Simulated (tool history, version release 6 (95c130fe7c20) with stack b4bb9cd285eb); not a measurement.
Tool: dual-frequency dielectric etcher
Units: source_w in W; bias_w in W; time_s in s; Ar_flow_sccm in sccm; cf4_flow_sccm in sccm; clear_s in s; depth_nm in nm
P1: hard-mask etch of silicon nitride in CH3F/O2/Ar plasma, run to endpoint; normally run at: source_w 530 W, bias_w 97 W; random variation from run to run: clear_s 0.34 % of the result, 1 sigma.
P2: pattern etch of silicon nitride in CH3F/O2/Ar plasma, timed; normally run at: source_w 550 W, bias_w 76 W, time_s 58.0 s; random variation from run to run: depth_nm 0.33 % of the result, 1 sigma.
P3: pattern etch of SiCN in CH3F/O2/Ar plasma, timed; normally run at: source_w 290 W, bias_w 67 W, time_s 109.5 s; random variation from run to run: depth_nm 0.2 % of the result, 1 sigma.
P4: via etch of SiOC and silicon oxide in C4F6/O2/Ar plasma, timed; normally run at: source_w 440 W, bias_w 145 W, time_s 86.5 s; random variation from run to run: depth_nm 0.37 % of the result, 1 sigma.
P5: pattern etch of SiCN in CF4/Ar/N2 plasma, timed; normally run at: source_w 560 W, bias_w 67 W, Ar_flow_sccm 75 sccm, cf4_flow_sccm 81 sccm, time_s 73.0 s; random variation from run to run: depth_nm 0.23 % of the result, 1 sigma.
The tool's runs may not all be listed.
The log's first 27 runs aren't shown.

run 28 hour=89.8 | process=P3 source_w=290 bias_w=67 time_s=109.5 | depth_nm=34.494
run 29 hour=92.6 | process=P2 source_w=550 bias_w=76 time_s=37.0 | depth_nm=28.885
run 30 hour=95.2 | process=P4 source_w=440 bias_w=145 time_s=86.5 | depth_nm=91.837
run 31 hour=97.5 | process=P3 source_w=290 bias_w=67 time_s=109.5 | depth_nm=34.558
run 32 hour=99.4 | process=P4 source_w=440 bias_w=189 time_s=86.5 | depth_nm=100.280
run 33 hour=103.0 | process=P1 source_w=530 bias_w=97 | clear_s=40.554
run 34 hour=105.6 | process=P1 source_w=530 bias_w=97 | clear_s=40.541
run 35 hour=108.3 | process=P1 source_w=530 bias_w=97 | clear_s=40.325
run 36 hour=111.6 | process=P1 source_w=530 bias_w=97 | clear_s=40.195
run 37 hour=114.0 | process=P1 source_w=530 bias_w=97 | clear_s=40.135
run 38 hour=116.7 | process=P1 source_w=530 bias_w=97 | clear_s=39.844

The next listed run, before its measurement:
-- hour=117.4 wet clean of the chamber
run 39 hour=120.2 | process=P1 source_w=530 bias_w=97 | clear_s=?

{"run 39": {"clear_s": 40.185}}
